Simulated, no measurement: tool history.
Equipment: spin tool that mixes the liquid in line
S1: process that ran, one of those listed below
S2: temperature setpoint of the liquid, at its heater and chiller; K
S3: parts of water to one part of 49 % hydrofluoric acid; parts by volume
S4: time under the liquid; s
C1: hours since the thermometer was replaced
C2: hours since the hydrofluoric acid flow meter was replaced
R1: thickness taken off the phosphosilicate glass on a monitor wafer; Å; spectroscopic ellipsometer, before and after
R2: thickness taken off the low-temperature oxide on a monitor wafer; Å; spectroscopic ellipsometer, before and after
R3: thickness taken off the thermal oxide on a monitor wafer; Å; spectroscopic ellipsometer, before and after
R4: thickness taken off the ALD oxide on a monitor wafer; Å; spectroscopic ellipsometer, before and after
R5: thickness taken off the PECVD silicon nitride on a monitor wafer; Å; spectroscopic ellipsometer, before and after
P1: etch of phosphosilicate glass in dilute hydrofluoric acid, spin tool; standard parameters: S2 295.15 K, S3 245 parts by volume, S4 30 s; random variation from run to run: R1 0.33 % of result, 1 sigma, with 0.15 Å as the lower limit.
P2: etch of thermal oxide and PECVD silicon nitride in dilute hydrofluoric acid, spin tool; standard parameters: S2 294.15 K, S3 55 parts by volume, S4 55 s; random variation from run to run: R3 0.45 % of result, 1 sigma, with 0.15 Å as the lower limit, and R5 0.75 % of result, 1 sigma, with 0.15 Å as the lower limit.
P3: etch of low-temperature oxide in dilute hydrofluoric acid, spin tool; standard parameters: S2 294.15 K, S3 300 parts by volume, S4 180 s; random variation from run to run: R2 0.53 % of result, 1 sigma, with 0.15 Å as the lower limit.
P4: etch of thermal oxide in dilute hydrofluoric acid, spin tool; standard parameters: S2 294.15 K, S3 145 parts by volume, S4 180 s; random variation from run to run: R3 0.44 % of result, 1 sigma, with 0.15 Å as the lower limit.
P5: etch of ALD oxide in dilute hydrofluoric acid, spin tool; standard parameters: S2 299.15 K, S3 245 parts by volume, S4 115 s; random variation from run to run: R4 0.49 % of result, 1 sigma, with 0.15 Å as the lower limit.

run,hour,S1,S2,S3,S4,C1,C2,R1,R2,R3,R4,R5
1,8.4,P1,295.15,245,30,1471,1506,91.331,,,,
2,16.7,P1,295.15,245,30,1479.3,1514.3,91.601,,,,
3,23.9,P3,298.65,300,180,1486.5,1521.5,,77.212,,,
# hour 31.3: thermometer replaced
4,33.2,P1,295.15,360,30,2,1530.8,55.886,,,,
5,41.7,P1,295.15,160,55,10.5,1539.3,280.61,,,,
6,48.6,P4,290.15,145,180,17.4,1546.2,,,42.222,,
7,58.8,P3,294.15,300,45,27.6,1556.4,,16.134,,,
8,64.3,P5,299.15,245,115,33.1,1561.9,,,,48.302,
9,69.3,P2,294.15,55,15,38.1,1566.9,,,12.581,,9.4991
10,79,P4,294.15,145,180,47.8,1576.6,,,50.3,,
11,86.4,P5,299.15,380,115,55.2,1584,,,,27.691,
12,93.1,P4,294.15,145,180,61.9,1590.7,,,49.36,,
13,98.2,P1,295.15,245,30,67,1595.8,91.387,,,,
14,103.5,P2,290.15,55,55,72.3,1601.1,,,39.46,,25.989
15,112.3,P3,294.15,300,180,81.1,1609.9,,65.973,,,
16,120.4,P4,294.15,230,180,89.2,1618,,,28.55,,
17,129.3,P3,294.15,415,180,98.1,1626.9,,42.95,,,
18,135.9,P1,295.15,245,55,104.7,1633.5,167.88,,,,
19,140.4,P5,299.15,245,220,109.2,1638,,,,93.379,
20,149.8,P2,294.15,85,55,118.6,1647.4,,,28.917,,22.716
21,157.9,P1,290.15,245,30,126.7,1655.5,76.103,,,,
22,167.7,P5,299.15,245,115,136.5,1665.3,,,,48.863,
23,172.4,P1,295.15,105,30,141.2,1670,248.77,,,,
24,179.3,P1,295.15,245,15,148.1,1676.9,45.72,,,,
25,184.4,P1,299.15,245,30,153.2,1682,105.38,,,,
26,191.5,P1,295.15,245,30,160.3,1689.1,91.074,,,,
27,200.3,P1,295.15,245,30,169.1,1697.9,91.328,,,,
28,208.6,P2,294.15,55,55,177.4,1706.2,,,46.22,,34.543
29,215.1,P5,292.65,245,115,183.9,1712.7,,,,38.124,
30,223,P4,294.15,145,325,191.8,1720.6,,,89.47,,
31,228.7,P1,295.15,245,30,197.5,1726.3,91.113,,,,
32,233.8,P1,295.15,245,30,202.6,1731.4,91.462,,,,
33,239.1,P1,295.15,245,30,207.9,1736.7,91.415,,,,
34,245.9,P1,295.15,245,30,214.7,1743.5,89.238,,,,
35,254.5,P1,295.15,245,30,223.3,1752.1,86.811,,,,
36,261,P1,295.15,245,30,229.8,1758.6,85.447,,,,
37,265.5,P1,295.15,245,30,234.3,1763.1,86.02,,,,
38,274,P1,295.15,245,30,242.8,1771.6,85.292,,,,
39,282.2,P1,295.15,245,30,251,1779.8,85.421,,,,
40,287,P1,295.15,245,30,255.8,1784.6,84.49,,,,
41,295.9,P1,295.15,245,30,264.7,1793.5,84.834,,,,

P1 no longer gives what it gave before; its output has crept away from where it was. The following 2 causes, each at its listed size, fit the log equally well:
A: liquid colder than its thermometer reads (K) = 2.03
B: hydrofluoric acid flow below the setpoint (%) = 5.88
The gradual shift began around hour 239.1.

Consider the 4 check runs below, whose results appear as question marks and each of which averages 3 wafers. Which one distinguishes the causes, in that each cause would give it a clearly different result?
check 1,304.8,P4,290.15,215,180,,,,,?,,
check 2,304.8,P3,297.65,300,180,,,,?,,,
check 3,304.8,P5,299.15,245,205,,,,,,?,
check 4,304.8,P2,294.15,55,15,,,,,?,,?

What each check would give under each cause:
check,result,if A,if B
check 1,R3,24.589,24.802
check 2,R2,69.173,68.629
check 3,R4,80.75,80.361
check 4,R3,11.648,11.896
check 4,R5,8.1772,8.8722
How far apart the two closest causes lie, in the result that separates them most: check 1 0.86 %; check 2 0.79 %; check 3 0.48 %; check 4 8.16 %
Only in check 4 would the causes give clearly different results; in the remaining checks their results would be nearly the same.

Here is what check 4 returned: R3 11.986 Å; R5 8.8982 Å. Which cause is it?

The correct cause is B, namely: hydrofluoric acid flow below the setpoint (%).

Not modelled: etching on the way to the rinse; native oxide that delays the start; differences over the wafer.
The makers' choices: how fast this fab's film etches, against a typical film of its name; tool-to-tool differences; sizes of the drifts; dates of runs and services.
